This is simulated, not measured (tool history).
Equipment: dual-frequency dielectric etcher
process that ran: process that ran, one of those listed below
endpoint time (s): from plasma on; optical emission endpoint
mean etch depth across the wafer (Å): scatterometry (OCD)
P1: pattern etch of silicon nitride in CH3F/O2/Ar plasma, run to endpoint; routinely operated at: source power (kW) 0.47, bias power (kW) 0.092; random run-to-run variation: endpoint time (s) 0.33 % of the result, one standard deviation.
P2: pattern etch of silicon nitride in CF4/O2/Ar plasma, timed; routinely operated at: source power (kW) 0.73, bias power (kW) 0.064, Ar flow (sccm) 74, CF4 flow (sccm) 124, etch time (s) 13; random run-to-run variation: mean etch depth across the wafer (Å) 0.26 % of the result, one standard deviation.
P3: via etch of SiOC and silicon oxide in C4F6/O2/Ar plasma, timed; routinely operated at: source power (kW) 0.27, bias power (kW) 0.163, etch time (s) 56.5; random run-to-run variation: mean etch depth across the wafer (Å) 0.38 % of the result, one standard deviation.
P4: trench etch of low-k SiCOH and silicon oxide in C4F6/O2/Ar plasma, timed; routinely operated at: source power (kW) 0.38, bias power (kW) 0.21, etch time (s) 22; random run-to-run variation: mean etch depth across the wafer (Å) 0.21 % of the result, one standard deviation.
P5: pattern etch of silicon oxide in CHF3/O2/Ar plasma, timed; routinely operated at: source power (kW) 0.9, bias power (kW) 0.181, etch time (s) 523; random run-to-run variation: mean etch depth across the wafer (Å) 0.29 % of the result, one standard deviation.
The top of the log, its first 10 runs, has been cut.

run,hour,process that ran,source power (kW),bias power (kW),etch time (s),Ar flow (sccm),CF4 flow (sccm),hours since the last wet clean,hours since the last source power generator calibration,hours since the last bias power generator calibration,endpoint time (s),mean etch depth across the wafer (Å)
11,70.8,P2,0.73,0.064,16,74,124,260.8,2494.3,2645.2,,479.48
12,77.8,P2,0.59,0.064,13,74,124,267.8,2501.3,2652.2,,323.17
13,86.3,P2,0.73,0.064,13,74,124,276.3,2509.8,2660.7,,389.91
14,93,P1,0.47,0.092,,,,283,2516.5,2667.4,24.153,
15,101.1,P3,0.27,0.163,56.5,,,291.1,2524.6,2675.5,,520.13
16,110.2,P5,0.9,0.11,523,,,300.2,2533.7,2684.6,,10121
17,117.1,P1,0.47,0.092,,,,307.1,2540.6,2691.5,24.115,
18,124.8,P3,0.18,0.163,56.5,,,314.8,2548.3,2699.2,,446.74
19,130.2,P2,0.73,0.051,13,74,124,320.2,2553.7,2704.6,,360.1
20,136.4,P4,0.38,0.21,26.5,,,326.4,2559.9,2710.8,,857.74
21,142.7,P2,0.73,0.064,13,104,124,332.7,2566.2,2717.1,,377.1
22,151.7,P1,0.63,0.092,,,,341.7,2575.2,2726.1,21.578,
23,159.5,P1,0.29,0.092,,,,349.5,2583,2733.9,28.801,
24,163.8,P5,0.9,0.181,335,,,353.8,2587.3,2738.2,,7557.8
# hour 172.8: bias power generator calibrated
25,172.9,P1,0.47,0.092,,,,362.9,2596.4,0.2,24.157,
26,180.5,P5,1.19,0.181,523,,,370.5,2604,7.8,,13191
27,189.6,P1,0.66,0.074,,,,379.6,2613.1,16.9,22.832,
28,198.6,P1,0.47,0.054,,,,388.6,2622.1,25.9,28.841,
29,207.8,P3,0.27,0.163,31,,,397.8,2631.3,35.1,,286.5
30,216.8,P3,0.27,0.215,56.5,,,406.8,2640.3,44.1,,571.29
31,223.1,P1,0.47,0.092,,,,413.1,2646.6,50.4,24.268,

What does the tool deliver on the next run?
32,230,P1,0.47,0.092,,,,420,2653.5,57.3,?,

Run 32 measured endpoint time (s) 24.038.

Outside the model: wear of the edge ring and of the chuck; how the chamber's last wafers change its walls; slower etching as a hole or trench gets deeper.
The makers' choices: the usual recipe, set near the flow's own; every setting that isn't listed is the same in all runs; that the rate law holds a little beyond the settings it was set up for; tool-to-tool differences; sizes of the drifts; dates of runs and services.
